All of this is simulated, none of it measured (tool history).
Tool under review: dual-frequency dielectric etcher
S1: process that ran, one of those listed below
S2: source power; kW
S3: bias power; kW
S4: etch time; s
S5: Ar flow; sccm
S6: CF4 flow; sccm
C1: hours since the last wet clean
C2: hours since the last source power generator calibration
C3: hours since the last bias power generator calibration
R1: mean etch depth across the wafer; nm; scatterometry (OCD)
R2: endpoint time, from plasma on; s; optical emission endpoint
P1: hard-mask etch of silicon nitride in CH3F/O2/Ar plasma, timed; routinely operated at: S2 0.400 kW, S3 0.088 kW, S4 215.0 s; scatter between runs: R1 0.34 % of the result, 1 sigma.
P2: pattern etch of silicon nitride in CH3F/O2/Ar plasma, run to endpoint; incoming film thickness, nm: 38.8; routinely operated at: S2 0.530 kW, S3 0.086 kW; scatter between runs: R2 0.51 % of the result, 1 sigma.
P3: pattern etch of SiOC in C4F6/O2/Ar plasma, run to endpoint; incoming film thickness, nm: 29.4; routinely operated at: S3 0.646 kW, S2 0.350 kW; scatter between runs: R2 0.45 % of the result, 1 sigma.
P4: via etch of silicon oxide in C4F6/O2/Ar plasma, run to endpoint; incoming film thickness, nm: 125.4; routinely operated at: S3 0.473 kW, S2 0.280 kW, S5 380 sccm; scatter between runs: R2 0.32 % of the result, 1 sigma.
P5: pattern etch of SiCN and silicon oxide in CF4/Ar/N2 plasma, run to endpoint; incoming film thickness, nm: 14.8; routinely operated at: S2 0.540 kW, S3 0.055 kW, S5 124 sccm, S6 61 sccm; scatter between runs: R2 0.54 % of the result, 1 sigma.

run   hour  S1     S2     S3     S4   S5  S6     C1      C2      C3       R1       R2
  1   11.6  P1  0.400  0.088  215.0           112.1  2464.4  1008.8  170.060
  2   21.3  P2  0.390  0.086                  121.8  2474.1  1018.5           52.3520
  3   30.6  P5  0.540  0.055         124  37  131.1  2483.4  1027.8           19.0090
  4   43.8  P4  0.280  0.663         380      144.3  2496.6  1041.0           29.4620
  5   53.1  P2  0.530  0.119                  153.6  2505.9  1050.3           41.6880
      68.1  -- bias power generator calibrated
  6   70.0  P1  0.400  0.088  132.5           170.5  2522.8     1.9  104.330
  7   79.4  P1  0.270  0.088  118.5           179.9  2532.2    11.3   80.633
  8   87.5  P1  0.400  0.088  215.0           188.0  2540.3    19.4  169.640
  9  101.7  P3  0.350  0.408                  202.2  2554.5    33.6           11.2220
 10  117.0  P4  0.370  0.473         380      217.5  2569.8    48.9           30.2510
 11  131.9  P2  0.530  0.086                  232.4  2584.7    63.8           46.7230
 12  145.1  P5  0.540  0.055         124  61  245.6  2597.9    77.0           17.2030
 13  153.5  P1  0.400  0.088  299.0           254.0  2606.3    85.4  236.410
 14  165.9  P3  0.350  0.646                  266.4  2618.7    97.8            9.2944
 15  181.1  P1  0.330  0.067  215.0           281.6  2633.9   113.0  143.670
 16  197.1  P3  0.200  0.646                  297.6  2649.9   129.0           11.4920
 17  211.0  P1  0.260  0.088  215.0           311.5  2663.8   142.9  144.590
 18  218.6  P5  0.540  0.055         168  61  319.1  2671.4   150.5           18.0700
 19  232.8  P4  0.280  0.473         247      333.3  2685.6   164.7           31.9550
 20  244.9  P1  0.400  0.088  215.0           345.4  2697.7   176.8  169.020
 21  256.2  P1  0.400  0.088  215.0           356.7  2709.0   188.1  169.410
 22  272.4  P4  0.280  0.473         380      372.9  2725.2   204.3           33.7540
 23  288.6  P5  0.540  0.055         124  61  389.1  2741.4   220.5           17.2240
 24  300.6  P1  0.400  0.062  215.0           401.1  2753.4   232.5  150.060
 25  309.4  P5  0.710  0.055         124  61  409.9  2762.2   241.3           13.4460
 26  317.3  P3  0.350  0.646                  417.8  2770.1   249.2            9.4198
 27  325.9  P1  0.530  0.088  215.0           426.4  2778.7   257.8  188.810
 28  334.8  P1  0.400  0.114  215.0           435.3  2787.6   266.7  186.070
 29  345.3  P1  0.400  0.088  215.0           445.8  2798.1   277.2  169.550
 30  353.1  P5  0.540  0.038         124  61  453.6  2805.9   285.0           19.2210
 31  366.3  P1  0.400  0.088  215.0           466.8  2819.1   298.2  170.140
 32  383.4  P1  0.400  0.088  215.0           483.9  2836.2   315.3  168.250
 33  392.4  P1  0.400  0.088  215.0           492.9  2845.2   324.3  167.970
 34  407.5  P1  0.400  0.088  215.0           508.0  2860.3   339.4  167.730
 35  417.4  P1  0.400  0.088  215.0           517.9  2870.2   349.3  167.420
     419.2  -- wet clean of the chamber
 36  429.2  P1  0.400  0.088  215.0            10.0  2882.0   361.1  165.540
 37  443.7  P1  0.400  0.088  215.0            24.5  2896.5   375.6  167.260

What does the tool deliver on the next run?
 38  457.3  P1  0.400  0.088  215.0          38.1  2910.1  389.2   ?

R1: 167.050 nm

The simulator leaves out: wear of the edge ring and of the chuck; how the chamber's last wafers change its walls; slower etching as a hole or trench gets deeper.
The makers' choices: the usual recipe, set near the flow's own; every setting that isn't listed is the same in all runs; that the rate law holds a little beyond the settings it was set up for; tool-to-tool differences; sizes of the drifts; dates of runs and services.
